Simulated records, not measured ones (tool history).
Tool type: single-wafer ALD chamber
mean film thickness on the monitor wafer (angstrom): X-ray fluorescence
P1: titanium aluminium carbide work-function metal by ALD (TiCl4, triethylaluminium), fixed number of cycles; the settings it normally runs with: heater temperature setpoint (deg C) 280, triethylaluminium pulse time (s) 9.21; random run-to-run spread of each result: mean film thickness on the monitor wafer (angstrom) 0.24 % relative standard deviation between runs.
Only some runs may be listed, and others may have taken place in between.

run    day  heater temperature setpoint (deg C)  triethylaluminium pulse time (s)  hours since the last thermocouple change  hours since the last triethylaluminium bottle change  mean film thickness on the monitor wafer (angstrom)
  1  0.150                                  280                              9.21                                    1233.9                                                 431.1                                               17.909
  2  0.358                                  280                              9.21                                    1238.9                                                 436.1                                               17.946
  3  0.583                                  266                             13.99                                    1244.3                                                 441.5                                               17.408
  4  0.800                                  280                              9.21                                    1249.5                                                 446.7                                               17.965
  5  0.996                                  296                             12.26                                    1254.2                                                 451.4                                               19.896
  6  1.217                                  280                              4.32                                    1259.5                                                 456.7                                               14.538
  7  1.400                                  280                              9.21                                    1263.9                                                 461.1                                               17.917
  8  1.600                                  300                              9.21                                    1268.7                                                 465.9                                               19.727
  9  1.842                                  280                              9.21                                    1274.5                                                 471.7                                               17.986
 10  2.117                                  258                              9.21                                    1281.1                                                 478.3                                               16.093
 11  2.279                                  262                             12.46                                    1285.0                                                 482.2                                               16.982
 12  2.425                                  280                              9.21                                    1288.5                                                 485.7                                               17.922
 13  2.562                                  280                             14.89                                    1291.8                                                 489.0                                               18.582
 14  2.754                                  280                              9.21                                    1296.4                                                 493.6                                               17.937
 15  2.904                                  280                              9.21                                    1300.0                                                 497.2                                               17.960
 16  3.154                                  280                              9.21                                    1306.0                                                 503.2                                               17.743
 17  3.275                                  280                              9.21                                    1308.9                                                 506.1                                               17.696
 18  3.396                                  280                              9.21                                    1311.8                                                 509.0                                               17.571
 19  3.642                                  280                              9.21                                    1317.7                                                 514.9                                               17.584
 20  3.767                                  280                              9.21                                    1320.7                                                 517.9                                               17.598
 21  3.950                                  280                              9.21                                    1325.1                                                 522.3                                               17.503
 22  4.100                                  280                              9.21                                    1328.7                                                 525.9                                               17.471

P1 has crept away from where it was. The log is fitted equally well by each of these 2 causes, at the sizes shown:
A: wafer temperature below the value expected at the setpoint (K) = 5.42
B: triethylaluminium dose below that of a fresh bottle (%) = 14.4
At approximately day 2.904, the process output began to creep.

Of the 4 check runs listed below, each run on one wafer and each result written as a question mark, which would let you distinguish the listed causes because they would give clearly different results?
check 1  4.250                                  259                              9.21                                                                                                                                                    ?
check 2  4.250                                  258                              9.21                                                                                                                                                    ?
check 3  4.250                                  300                              9.21                                                                                                                                                    ?
check 4  4.250                                  280                              4.37                                                                                                                                                    ?

What each check would give under each cause:
  check                                               result    if A    if B
check 1  mean film thickness on the monitor wafer (angstrom)  15.778  15.810
check 2  mean film thickness on the monitor wafer (angstrom)  15.697  15.730
check 3  mean film thickness on the monitor wafer (angstrom)  19.188  19.153
check 4  mean film thickness on the monitor wafer (angstrom)  14.220  13.581
Gap, in per cent, between the two causes that each check separates least, read from the result that separates them most: check 1 0.2 %; check 2 0.21 %; check 3 0.18 %; check 4 4.6 %
Check 4 tells the causes apart: in the others they would give nearly the same result.

Check 4 was then run and gave: mean film thickness on the monitor wafer (angstrom) 13.571. Which cause is it?

Of the candidate causes, it is B: triethylaluminium dose below that of a fresh bottle (%).
